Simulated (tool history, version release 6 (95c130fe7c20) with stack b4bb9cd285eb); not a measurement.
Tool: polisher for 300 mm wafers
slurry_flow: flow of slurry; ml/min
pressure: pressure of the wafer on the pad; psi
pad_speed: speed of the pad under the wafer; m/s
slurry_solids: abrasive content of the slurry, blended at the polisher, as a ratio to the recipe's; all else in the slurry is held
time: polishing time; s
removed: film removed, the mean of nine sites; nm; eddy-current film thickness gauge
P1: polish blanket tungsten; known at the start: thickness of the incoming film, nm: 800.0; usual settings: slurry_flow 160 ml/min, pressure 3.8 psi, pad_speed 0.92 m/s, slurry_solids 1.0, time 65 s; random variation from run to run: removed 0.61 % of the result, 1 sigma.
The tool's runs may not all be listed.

run   hour  slurry_flow  pressure  pad_speed  slurry_solids  time  removed
  1   16.7          160       3.8       0.92            1.0    65   297.02
  2   25.1          160       2.8       0.92            1.0    65   220.01
  3   39.3          160       3.8       0.42            1.0    65   136.99
  4   46.8          160       1.8       0.92            1.0    91   196.53
  5   59.3          160       3.8       0.92            1.0    65   297.11
  6   73.1          235       3.8       0.92            1.0    65   317.03
  7   90.5           95       3.8       0.92            1.0    80   329.00
  8   98.8          160       3.8       1.46            1.0    65   471.55
  9  111.9          160       3.8       0.92            1.5    65   328.78
 10  129.3          160       3.8       0.92            0.7    65   276.49
 11  139.0          115       3.8       0.92            1.0    65   280.44
 12  149.6          160       3.8       0.92            1.0    65   298.22
     157.7  -- slurry tank refilled with fresh slurry and peroxide
     161.9  -- head pressure recalibrated
 13  166.1          160       3.8       0.92            1.0    65   300.14
 14  182.5          160       5.0       0.92            1.0    65   389.49
 15  191.5          160       3.8       0.92            1.0    65   295.20
 16  200.5          160       3.8       0.92            1.0    65   300.41
 17  217.3          160       3.8       0.92            1.0    29   134.29

The next listed run, before its measurement:
 18  234.1          160       3.8       0.92            1.0    93        ?

removed: 427.05 nm
